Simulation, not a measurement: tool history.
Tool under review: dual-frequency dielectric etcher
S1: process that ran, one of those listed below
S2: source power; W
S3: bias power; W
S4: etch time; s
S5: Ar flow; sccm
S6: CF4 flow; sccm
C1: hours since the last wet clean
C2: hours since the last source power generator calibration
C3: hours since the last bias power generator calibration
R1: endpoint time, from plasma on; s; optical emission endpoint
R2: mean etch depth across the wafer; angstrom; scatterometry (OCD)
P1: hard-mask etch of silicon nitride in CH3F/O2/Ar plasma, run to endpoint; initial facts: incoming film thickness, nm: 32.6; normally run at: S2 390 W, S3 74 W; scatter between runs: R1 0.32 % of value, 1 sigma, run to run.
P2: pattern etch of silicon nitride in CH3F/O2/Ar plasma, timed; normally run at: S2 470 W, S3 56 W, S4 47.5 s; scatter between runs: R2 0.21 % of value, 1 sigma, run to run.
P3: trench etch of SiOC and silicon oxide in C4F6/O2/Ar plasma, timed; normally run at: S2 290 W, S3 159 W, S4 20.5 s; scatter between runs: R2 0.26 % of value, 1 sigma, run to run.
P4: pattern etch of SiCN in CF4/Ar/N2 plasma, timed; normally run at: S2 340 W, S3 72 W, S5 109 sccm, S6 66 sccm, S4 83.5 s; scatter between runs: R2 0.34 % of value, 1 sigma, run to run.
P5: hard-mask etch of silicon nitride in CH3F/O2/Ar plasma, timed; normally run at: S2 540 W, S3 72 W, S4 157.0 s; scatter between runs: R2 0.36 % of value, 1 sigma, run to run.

run	hour	S1	S2	S3	S4	S5	S6	C1	C2	C3	R1	R2
1	4.7	P1	390	74				309.3	746.6	1690.3	47.618	
2	10.4	P1	390	74				315.0	752.3	1696.0	47.589	
3	14.7	P2	470	37	47.5			319.3	756.6	1700.3		294.88
4	23.8	P2	630	56	47.5			328.4	765.7	1709.4		373.25
5	32.5	P5	750	72	157.0			337.1	774.4	1718.1		1407.60
6	40.0	P4	340	72	83.5	109	66	344.6	781.9	1725.6		537.41
7	48.0	P2	470	56	29.5			352.6	789.9	1733.6		207.61
# hour 49.0: wet clean of the chamber
8	52.6	P1	390	101				3.6	794.5	1738.2	42.593	
9	59.0	P2	470	56	47.5			10.0	800.9	1744.6		332.85
10	64.1	P1	390	74				15.1	806.0	1749.7	47.761	
11	71.9	P3	390	159	20.5			22.9	813.8	1757.5		399.02
12	76.4	P4	230	72	83.5	109	66	27.4	818.3	1762.0		383.79
13	80.9	P1	240	74				31.9	822.8	1766.5	57.218	
14	85.4	P1	240	97				36.4	827.3	1771.0	51.894	
15	93.6	P3	290	100	20.5			44.6	835.5	1779.2		309.33
16	100.8	P2	470	56	47.5			51.8	842.7	1786.4		332.95
17	106.8	P4	340	93	83.5	109	66	57.8	848.7	1792.4		592.38
18	115.1	P5	540	46	157.0			66.1	857.0	1800.7		1072.00
19	122.2	P3	290	159	20.5			73.2	864.1	1807.8		356.02
20	126.7	P1	390	58				77.7	868.6	1812.3	51.756	
21	134.8	P4	340	72	115.0	109	66	85.8	876.7	1820.4		743.94
22	141.1	P1	480	74				92.1	883.0	1826.7	44.204	
23	148.8	P4	340	72	83.5	109	90	99.8	890.7	1834.4		566.04
24	154.3	P4	340	72	83.5	78	66	105.3	896.2	1839.9		565.42
25	160.7	P1	390	74				111.7	902.6	1846.3	47.676	
26	168.9	P4	340	72	83.5	109	66	119.9	910.8	1854.5		538.58
27	173.5	P5	540	72	101.0			124.5	915.4	1859.1		789.26
28	181.2	P5	540	72	157.0			132.2	923.1	1866.8		1241.10
29	189.3	P1	390	74				140.3	931.2	1874.9	47.701	
30	197.6	P1	390	74				148.6	939.5	1883.2	47.664	
31	206.9	P3	290	159	12.0			157.9	948.8	1892.5		207.93
32	214.9	P1	290	60				165.9	956.8	1900.5	57.444	
33	219.0	P1	240	57				170.0	960.9	1904.6	62.978	
34	225.6	P1	390	74				176.6	967.5	1911.2	47.870	
35	231.9	P1	390	74				182.9	973.8	1917.5	47.768	
36	240.6	P1	390	74				191.6	982.5	1926.2	47.304	
37	248.8	P1	390	74				199.8	990.7	1934.4	47.082	
38	257.1	P1	390	74				208.1	999.0	1942.7	47.056	
39	261.8	P1	390	74				212.8	1003.7	1947.4	46.948	
# hour 268.2: wet clean of the chamber
40	269.3	P1	390	74				1.2	1011.2	1954.9	47.107	
41	277.8	P1	390	74				9.7	1019.7	1963.4	46.971	
42	285.3	P1	390	74				17.2	1027.2	1970.9	46.870	
43	292.7	P1	390	74				24.6	1034.6	1978.3	46.851	
44	298.1	P1	390	74				30.0	1040.0	1983.7	46.936	
45	306.6	P1	390	74				38.5	1048.5	1992.2	46.921	
46	316.1	P1	390	74				48.0	1058.0	2001.7	46.833	

P1 has crept away from where it was. The log is fitted equally well by each of these 2 causes, at the sizes shown:
A: source power that arrives over what is set, % = 4.28
B: bias power that arrives over what is set, % = 4.68
The drift started at roughly hour 231.9.
The rest of the possible causes, and what rules out each one:
chamber walls in a state that raises the etch rate, %: was serviced at hour 268.2, once the creep was under way, yet the earlier output never came back

Consider the 4 check runs below, whose results appear as question marks and each of which averages 2 wafers. Which one distinguishes the causes, in that each cause would give it a clearly different result?
check 1	325.6	P4	290	72	83.5	109	88					?
check 2	325.6	P3	390	120	20.5							?
check 3	325.6	P2	630	56	47.5							?
check 4	325.6	P5	660	72	102.5							?

What each check would give under each cause:
check	result	if A	if B
check 1	R2	506.93	496.56
check 2	R2	374.01	372.72
check 3	R2	380.08	379.26
check 4	R2	888.04	887.20
Separation of the two closest causes in each check, using whichever result separates them best: check 1 2.07 %; check 2 0.35 %; check 3 0.22 %; check 4 0.09 %
Check 1 tells the causes apart: in the others they would give nearly the same result.

Check 1 was carried out, with these results: R2 496.58 angstrom. Which of the listed causes is responsible?

B is the cause: bias power that arrives over what is set, %.
